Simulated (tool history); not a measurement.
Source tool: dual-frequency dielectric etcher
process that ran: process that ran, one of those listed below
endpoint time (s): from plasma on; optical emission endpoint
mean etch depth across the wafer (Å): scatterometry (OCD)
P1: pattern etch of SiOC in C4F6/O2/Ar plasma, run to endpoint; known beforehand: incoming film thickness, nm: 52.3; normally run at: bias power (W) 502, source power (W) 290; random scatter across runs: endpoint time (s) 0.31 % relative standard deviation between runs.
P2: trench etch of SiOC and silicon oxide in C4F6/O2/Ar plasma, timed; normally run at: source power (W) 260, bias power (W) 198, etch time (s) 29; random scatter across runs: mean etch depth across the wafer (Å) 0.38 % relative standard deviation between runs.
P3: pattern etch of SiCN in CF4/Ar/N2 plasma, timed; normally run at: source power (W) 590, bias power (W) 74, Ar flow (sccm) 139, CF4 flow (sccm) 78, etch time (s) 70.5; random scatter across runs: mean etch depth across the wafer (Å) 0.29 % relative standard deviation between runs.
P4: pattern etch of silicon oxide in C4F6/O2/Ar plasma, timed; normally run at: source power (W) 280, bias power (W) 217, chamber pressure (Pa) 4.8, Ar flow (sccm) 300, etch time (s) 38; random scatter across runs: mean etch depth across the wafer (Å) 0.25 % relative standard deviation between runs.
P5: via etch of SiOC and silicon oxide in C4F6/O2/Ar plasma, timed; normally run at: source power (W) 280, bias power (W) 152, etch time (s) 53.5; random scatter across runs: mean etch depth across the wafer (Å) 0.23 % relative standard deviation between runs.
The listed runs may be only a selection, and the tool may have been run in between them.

run   hour  process that ran  bias power (W)  source power (W)  chamber pressure (Pa)  Ar flow (sccm)  etch time (s)  CF4 flow (sccm)  hours since the last wet clean  hours since the last bias power generator calibration  hours since the last source power generator calibration  endpoint time (s)  mean etch depth across the wafer (Å)
  1    9.3                P1             502               290                                                                                                  120.1                                                    814                                                    752.9             20.195
  2   14.1                P4             217               280                   6.33             300             38                                            124.9                                                  818.8                                                    757.7                                                     1055
  3   20.9                P3              74               590                                    139           70.5               78                           131.7                                                  825.6                                                    764.5                                                   757.59
  4   28.8                P5             152               280                                                  53.5                                            139.6                                                  833.5                                                    772.4                                                   494.71
  5   34.2                P4             217               280                    4.8             300             38                                              145                                                  838.9                                                    777.8                                                   1091.1
  6   42.2                P4             217               280                    4.8             300             38                                              153                                                  846.9                                                    785.8                                                   1089.7
  7     53                P1             665               290                                                                                                  163.8                                                  857.7                                                    796.6             18.116
  8   62.9                P1             502               290                                                                                                  173.7                                                  867.6                                                    806.5             20.256
  9   69.1                P3              98               590                                    139           70.5               78                           179.9                                                  873.8                                                    812.7                                                   835.35
 10   78.8                P1             502               290                                                                                                  189.6                                                  883.5                                                    822.4              20.14
 11   89.3                P1             502               290                                                                                                  200.1                                                    894                                                    832.9             20.202
 12   99.4                P5              91               280                                                  53.5                                            210.2                                                  904.1                                                      843                                                   422.74
 13  107.9                P1             596               180                                                                                                  218.7                                                  912.6                                                    851.5             22.528
 14  114.6                P1             502               290                                                                                                  225.4                                                  919.3                                                    858.2             20.248
 15  125.3                P1             502               290                                                                                                  236.1                                                    930                                                    868.9             20.121
 16  130.6                P2             198               350                                                    29                                            241.4                                                  935.3                                                    874.2                                                   573.36
 17  140.6                P5             152               280                                                    72                                            251.4                                                  945.3                                                    884.2                                                   667.27
 18    151                P3              74               590                                    194           70.5               78                           261.8                                                  955.7                                                    894.6                                                   711.84
 19  158.5                P3              74               360                                    139           70.5               78                           269.3                                                  963.2                                                    902.1                                                   490.83
 20  163.3                P3              74               590                                    139           70.5               93                           274.1                                                    968                                                    906.9                                                   779.71
 21    173                P1             502               230                                                                                                  283.8                                                  977.7                                                    916.6             21.963
 22  182.8                P2             198               260                                                  20.5                                            293.6                                                  987.5                                                    926.4                                                   359.05
 23  192.3                P4             157               280                    4.8             300             38                                            303.1                                                    997                                                    935.9                                                   979.18
 24  199.4                P1             338               290                                                                                                  310.2                                                 1004.1                                                      943             23.294
 25  210.2                P4             217               280                    4.8             300             57                                              321                                                 1014.9                                                    953.8                                                   1641.5
 26  217.8                P4             217               280                    4.8             244             38                                            328.6                                                 1022.5                                                    961.4                                                   1117.3
 27  222.8                P2             151               260                                                    29                                            333.6                                                 1027.5                                                    966.4                                                    460.6
 28  233.6                P2             198               260                                                    29                                            344.4                                                 1038.3                                                    977.2                                                   507.08
 29    240                P1             502               360                                                                                                  350.8                                                 1044.7                                                    983.6             18.609
 30    251                P3              74               590                                    139             39               78                           361.8                                                 1055.7                                                    994.6                                                   418.28
 31  259.6                P4             217               190                    4.8             300             38                                            370.4                                                 1064.3                                                   1003.2                                                   937.04
 32  269.9                P5             152               380                                                  53.5                                            380.7                                                 1074.6                                                   1013.5                                                   556.03
 33  278.5                P1             502               290                                                                                                  389.3                                                 1083.2                                                   1022.1             20.251
 34  285.6                P1             502               290                                                                                                  396.4                                                 1090.3                                                   1029.2             19.958
 35  296.5                P1             502               290                                                                                                  407.3                                                 1101.2                                                   1040.1             19.906
     305.6  -- wet clean of the chamber
 36  305.7                P1             502               290                                                                                                    0.2                                                 1110.4                                                   1049.3             19.854
 37  310.6                P1             502               290                                                                                                    5.1                                                 1115.3                                                   1054.2             19.882
 38  319.6                P1             502               290                                                                                                   14.1                                                 1124.3                                                   1063.2             19.909
 39  327.7                P1             502               290                                                                                                   22.2                                                 1132.4                                                   1071.3             19.913

The log shows P1 creeping away from where it was. Any of the 2 causes listed here, at the size stated for it, fits the log just as well as the others:
A: bias power that arrives over what is set, % = 4.2
B: source power that arrives over what is set, % = 4.36
The onset of the drift is placed at about hour 278.5.
The rest of the possible causes, and what rules out each one:
chamber walls in a state that raises the etch rate, %: maintenance at hour 305.6, after the shift began, did not return the process to its former output

The check runs listed below each take one wafer, and their results are still question marks. Under which run would the listed causes lead to clearly different results?
check 1  335.8                P4             217               220                    4.8             300             38                                                                                                                                                                                                                         ?
check 2  335.8                P5             101               280                                                  53.5                                                                                                                                                                                                                         ?
check 3  335.8                P2             165               260                                                    29                                                                                                                                                                                                                         ?
check 4  335.8                P3              87               590                                    139           70.5               78                                                                                                                                                                                                        ?

What each check would give under each cause:
  check                                result    if A    if B
check 1  mean etch depth across the wafer (Å)  1007.6  1009.7
check 2  mean etch depth across the wafer (Å)  440.57  442.79
check 3  mean etch depth across the wafer (Å)  482.93  484.52
check 4  mean etch depth across the wafer (Å)  814.75  832.99
Smallest distance between any two causes, each pair judged by its most separating result, in per cent: check 1 0.21 %; check 2 0.5 %; check 3 0.33 %; check 4 2.21 %
Of the check runs offered, only check 4 discriminates between the causes; the rest would read about the same regardless of which cause applies.

After running check 4, the following was obtained: mean etch depth across the wafer (Å) 833.12. Which cause does this point to?

The correct cause is B, namely: source power that arrives over what is set, %.
